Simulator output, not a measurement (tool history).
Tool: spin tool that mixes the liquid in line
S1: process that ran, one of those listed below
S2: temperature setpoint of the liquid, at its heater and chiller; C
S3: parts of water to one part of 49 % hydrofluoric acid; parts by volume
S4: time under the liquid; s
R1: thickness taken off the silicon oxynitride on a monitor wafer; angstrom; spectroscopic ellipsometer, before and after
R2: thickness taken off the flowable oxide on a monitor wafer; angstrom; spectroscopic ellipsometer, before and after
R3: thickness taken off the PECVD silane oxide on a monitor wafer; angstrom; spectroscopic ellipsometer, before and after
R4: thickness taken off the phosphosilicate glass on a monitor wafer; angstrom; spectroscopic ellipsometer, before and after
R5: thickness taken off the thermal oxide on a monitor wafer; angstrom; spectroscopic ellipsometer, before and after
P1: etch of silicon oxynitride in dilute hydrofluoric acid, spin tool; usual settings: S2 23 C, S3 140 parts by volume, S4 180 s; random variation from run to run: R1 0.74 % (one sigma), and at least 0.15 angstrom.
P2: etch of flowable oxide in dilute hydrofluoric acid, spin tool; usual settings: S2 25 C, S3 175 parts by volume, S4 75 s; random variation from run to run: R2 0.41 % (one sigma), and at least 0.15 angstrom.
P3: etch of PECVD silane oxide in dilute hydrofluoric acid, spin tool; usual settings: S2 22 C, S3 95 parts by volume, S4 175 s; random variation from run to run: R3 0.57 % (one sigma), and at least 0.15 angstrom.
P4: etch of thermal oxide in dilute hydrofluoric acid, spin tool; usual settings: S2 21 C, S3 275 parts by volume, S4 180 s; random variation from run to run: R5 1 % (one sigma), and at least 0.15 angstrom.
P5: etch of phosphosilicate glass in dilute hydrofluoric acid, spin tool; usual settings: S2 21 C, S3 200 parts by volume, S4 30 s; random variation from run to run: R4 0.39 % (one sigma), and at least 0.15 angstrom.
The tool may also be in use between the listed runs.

run 1 hour=17.5 | S1=P1 S2=23 S3=140 S4=180 | R1=29.722
run 2 hour=34.7 | S1=P1 S2=27 S3=140 S4=180 | R1=35.759
run 3 hour=51 | S1=P2 S2=25 S3=175 S4=75 | R2=147.89
run 4 hour=68.7 | S1=P1 S2=23 S3=140 S4=180 | R1=30.043
run 5 hour=84 | S1=P3 S2=22 S3=95 S4=310 | R3=951.9
run 6 hour=99.3 | S1=P2 S2=25 S3=30 S4=75 | R2=1032.9
run 7 hour=115.4 | S1=P5 S2=21 S3=360 S4=30 | R4=49.791
run 8 hour=123.6 | S1=P3 S2=22 S3=155 S4=175 | R3=307.31
run 9 hour=138.9 | S1=P3 S2=22 S3=95 S4=175 | R3=545.55
run 10 hour=152.8 | S1=P4 S2=21 S3=275 S4=335 | R5=45.113
run 11 hour=170.7 | S1=P1 S2=23 S3=140 S4=75 | R1=12.323
run 12 hour=186.3 | S1=P3 S2=22 S3=95 S4=175 | R3=538.08
run 13 hour=197.8 | S1=P1 S2=23 S3=55 S4=180 | R1=81.993
run 14 hour=215.8 | S1=P2 S2=25 S3=175 S4=130 | R2=257.75
run 15 hour=230.8 | S1=P1 S2=28 S3=35 S4=180 | R1=167.44
run 16 hour=240.4 | S1=P1 S2=18 S3=65 S4=180 | R1=53.501
-- hour=240.9 hydrofluoric acid flow meter replaced
run 17 hour=256 | S1=P5 S2=21 S3=200 S4=45 | R4=156.19
run 18 hour=268.4 | S1=P1 S2=23 S3=235 S4=180 | R1=16.419
run 19 hour=280.5 | S1=P5 S2=21 S3=200 S4=30 | R4=105.4
run 20 hour=296.5 | S1=P4 S2=21 S3=275 S4=180 | R5=24.083
run 21 hour=312.2 | S1=P1 S2=18 S3=140 S4=255 | R1=33.474
run 22 hour=322.6 | S1=P1 S2=23 S3=140 S4=305 | R1=50.955
run 23 hour=331.1 | S1=P1 S2=23 S3=140 S4=180 | R1=29.757
run 24 hour=346.3 | S1=P2 S2=33 S3=175 S4=75 | R2=196.79
-- hour=355.4 thermometer replaced
run 25 hour=356.1 | S1=P1 S2=23 S3=140 S4=180 | R1=30.113
run 26 hour=369.1 | S1=P1 S2=23 S3=140 S4=180 | R1=29.714
run 27 hour=377.7 | S1=P4 S2=27.5 S3=275 S4=180 | R5=29.896
run 28 hour=394.8 | S1=P1 S2=19 S3=140 S4=180 | R1=25.07
run 29 hour=404.8 | S1=P5 S2=28 S3=200 S4=30 | R4=134.68
run 30 hour=416.1 | S1=P3 S2=17 S3=95 S4=175 | R3=437.08
run 31 hour=427.3 | S1=P4 S2=21 S3=75 S4=180 | R5=107.42
run 32 hour=443.6 | S1=P4 S2=21 S3=275 S4=180 | R5=23.68
run 33 hour=457.3 | S1=P1 S2=23 S3=140 S4=180 | R1=30.086
run 34 hour=471.6 | S1=P1 S2=23 S3=140 S4=180 | R1=31.088
run 35 hour=485.6 | S1=P1 S2=23 S3=140 S4=180 | R1=31.668
run 36 hour=502.5 | S1=P1 S2=23 S3=140 S4=180 | R1=31.688
run 37 hour=515.2 | S1=P1 S2=23 S3=140 S4=180 | R1=31.888
run 38 hour=523.2 | S1=P1 S2=23 S3=140 S4=180 | R1=32.237
run 39 hour=541.6 | S1=P1 S2=23 S3=140 S4=180 | R1=33.007
run 40 hour=558.2 | S1=P1 S2=23 S3=140 S4=180 | R1=32.604
run 41 hour=576.4 | S1=P1 S2=23 S3=140 S4=180 | R1=32.485
run 42 hour=585.8 | S1=P1 S2=23 S3=140 S4=180 | R1=33.061
run 43 hour=602.6 | S1=P1 S2=23 S3=140 S4=180 | R1=32.742
run 44 hour=613.5 | S1=P1 S2=23 S3=140 S4=180 | R1=32.569

What P1 gives has crept away from where it was. These 2 causes fit the log equally well, each at the size given:
A: liquid hotter than its thermometer reads (K) = 1.87
B: hydrofluoric acid flow above the setpoint (%) = 8.11
The creep began at about hour 457.3.

4 check runs are offered, one wafer each, their results left as question marks. Which one tells the causes apart?
run check 1 hour=624.4 | S1=P2 S2=32.5 S3=35 S4=75 | R2=?
run check 2 hour=624.4 | S1=P5 S2=21 S3=355 S4=30 | R4=?
run check 3 hour=624.4 | S1=P4 S2=21 S3=95 S4=180 | R5=?
run check 4 hour=624.4 | S1=P3 S2=17.5 S3=95 S4=240 | R3=?

What each check would give under each cause:
check=check_1 result=R2 if_A=1287.4 if_B=1300.3
check=check_2 result=R4 if_A=54.158 if_B=56.186
check=check_3 result=R5 if_A=89.721 if_B=90.671
check=check_4 result=R3 if_A=663.09 if_B=668.07
How far apart the two closest causes lie, in the result that separates them most: check 1 1 %; check 2 3.68 %; check 3 1.05 %; check 4 0.75 %
Check 2 tells the causes apart: in the others they would give nearly the same result.

Check 2 was then run and gave: R4 54.186 angstrom. Which cause is it?

It is A: liquid hotter than its thermometer reads (K).
